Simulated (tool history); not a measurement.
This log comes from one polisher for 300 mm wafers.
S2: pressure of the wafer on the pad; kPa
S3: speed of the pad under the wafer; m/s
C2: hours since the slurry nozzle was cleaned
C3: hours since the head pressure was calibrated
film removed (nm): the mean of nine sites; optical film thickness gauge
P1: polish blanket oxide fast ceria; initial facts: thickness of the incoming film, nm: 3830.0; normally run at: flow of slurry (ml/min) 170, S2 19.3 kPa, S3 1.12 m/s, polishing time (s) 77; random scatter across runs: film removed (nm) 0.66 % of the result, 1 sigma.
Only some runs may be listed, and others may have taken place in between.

run 1 hour=3.8 | flow_of_slurry_(ml/min)=170 S2=19.3 S3=1.12 polishing_time_(s)=77 | wafers_polished_on_this_pad=761 C2=217.7 C3=702.8 | film_removed_(nm)=1356.8
run 2 hour=9.1 | flow_of_slurry_(ml/min)=170 S2=19.3 S3=0.5 polishing_time_(s)=77 | wafers_polished_on_this_pad=819 C2=223 C3=708.1 | film_removed_(nm)=612.07
run 3 hour=14.1 | flow_of_slurry_(ml/min)=170 S2=25.5 S3=1.12 polishing_time_(s)=77 | wafers_polished_on_this_pad=874 C2=228 C3=713.1 | film_removed_(nm)=1795.6
run 4 hour=19.4 | flow_of_slurry_(ml/min)=170 S2=19.3 S3=1.12 polishing_time_(s)=77 | wafers_polished_on_this_pad=933 C2=233.3 C3=718.4 | film_removed_(nm)=1345.8
-- hour=21.2 worn pad replaced by a new one
run 5 hour=22.3 | flow_of_slurry_(ml/min)=170 S2=19.3 S3=0.74 polishing_time_(s)=97 | wafers_polished_on_this_pad=12 C2=236.2 C3=721.3 | film_removed_(nm)=1127.3
run 6 hour=26.5 | flow_of_slurry_(ml/min)=170 S2=19.3 S3=1.12 polishing_time_(s)=77 | wafers_polished_on_this_pad=59 C2=240.4 C3=725.5 | film_removed_(nm)=1339.8
run 7 hour=29.4 | flow_of_slurry_(ml/min)=170 S2=19.3 S3=1.12 polishing_time_(s)=77 | wafers_polished_on_this_pad=91 C2=243.3 C3=728.4 | film_removed_(nm)=1356.5
run 8 hour=33.6 | flow_of_slurry_(ml/min)=100 S2=19.3 S3=1.12 polishing_time_(s)=77 | wafers_polished_on_this_pad=137 C2=247.5 C3=732.6 | film_removed_(nm)=1215.8
run 9 hour=37.1 | flow_of_slurry_(ml/min)=170 S2=19.3 S3=1.12 polishing_time_(s)=49 | wafers_polished_on_this_pad=175 C2=251 C3=736.1 | film_removed_(nm)=867.94
run 10 hour=40 | flow_of_slurry_(ml/min)=170 S2=19.3 S3=1.12 polishing_time_(s)=77 | wafers_polished_on_this_pad=207 C2=253.9 C3=739 | film_removed_(nm)=1369.9
run 11 hour=45.6 | flow_of_slurry_(ml/min)=260 S2=19.3 S3=1.12 polishing_time_(s)=77 | wafers_polished_on_this_pad=269 C2=259.5 C3=744.6 | film_removed_(nm)=1435.5
run 12 hour=50.7 | flow_of_slurry_(ml/min)=170 S2=13.1 S3=1.12 polishing_time_(s)=77 | wafers_polished_on_this_pad=325 C2=264.6 C3=749.7 | film_removed_(nm)=913.73
run 13 hour=56.2 | flow_of_slurry_(ml/min)=170 S2=19.3 S3=1.12 polishing_time_(s)=77 | wafers_polished_on_this_pad=386 C2=270.1 C3=755.2 | film_removed_(nm)=1364.6
run 14 hour=61.8 | flow_of_slurry_(ml/min)=170 S2=19.3 S3=1.12 polishing_time_(s)=103 | wafers_polished_on_this_pad=448 C2=275.7 C3=760.8 | film_removed_(nm)=1790.5
run 15 hour=67.3 | flow_of_slurry_(ml/min)=170 S2=19.3 S3=1.42 polishing_time_(s)=77 | wafers_polished_on_this_pad=508 C2=281.2 C3=766.3 | film_removed_(nm)=1735.6
run 16 hour=72.6 | flow_of_slurry_(ml/min)=170 S2=9 S3=1.12 polishing_time_(s)=116 | wafers_polished_on_this_pad=567 C2=286.5 C3=771.6 | film_removed_(nm)=941.09
run 17 hour=76 | flow_of_slurry_(ml/min)=170 S2=19.3 S3=1.12 polishing_time_(s)=77 | wafers_polished_on_this_pad=604 C2=289.9 C3=775 | film_removed_(nm)=1378.9
run 18 hour=78.6 | flow_of_slurry_(ml/min)=170 S2=29 S3=0.54 polishing_time_(s)=77 | wafers_polished_on_this_pad=633 C2=292.5 C3=777.6 | film_removed_(nm)=979.87
run 19 hour=82.9 | flow_of_slurry_(ml/min)=170 S2=19.3 S3=1.12 polishing_time_(s)=77 | wafers_polished_on_this_pad=680 C2=296.8 C3=781.9 | film_removed_(nm)=1355.7
run 20 hour=86.3 | flow_of_slurry_(ml/min)=170 S2=19.3 S3=1.12 polishing_time_(s)=77 | wafers_polished_on_this_pad=718 C2=300.2 C3=785.3 | film_removed_(nm)=1341.2
run 21 hour=88.9 | flow_of_slurry_(ml/min)=170 S2=19.3 S3=1.12 polishing_time_(s)=77 | wafers_polished_on_this_pad=747 C2=302.8 C3=787.9 | film_removed_(nm)=1301.5
run 22 hour=92.2 | flow_of_slurry_(ml/min)=170 S2=19.3 S3=1.12 polishing_time_(s)=77 | wafers_polished_on_this_pad=783 C2=306.1 C3=791.2 | film_removed_(nm)=1298.6

Run 23 has not been measured yet. What should we expect?
run 23 hour=98.1 | flow_of_slurry_(ml/min)=170 S2=19.3 S3=1.12 polishing_time_(s)=77 | wafers_polished_on_this_pad=848 C2=312 C3=797.1 | film_removed_(nm)=?

Run 23 yielded film removed (nm) 1279.9.
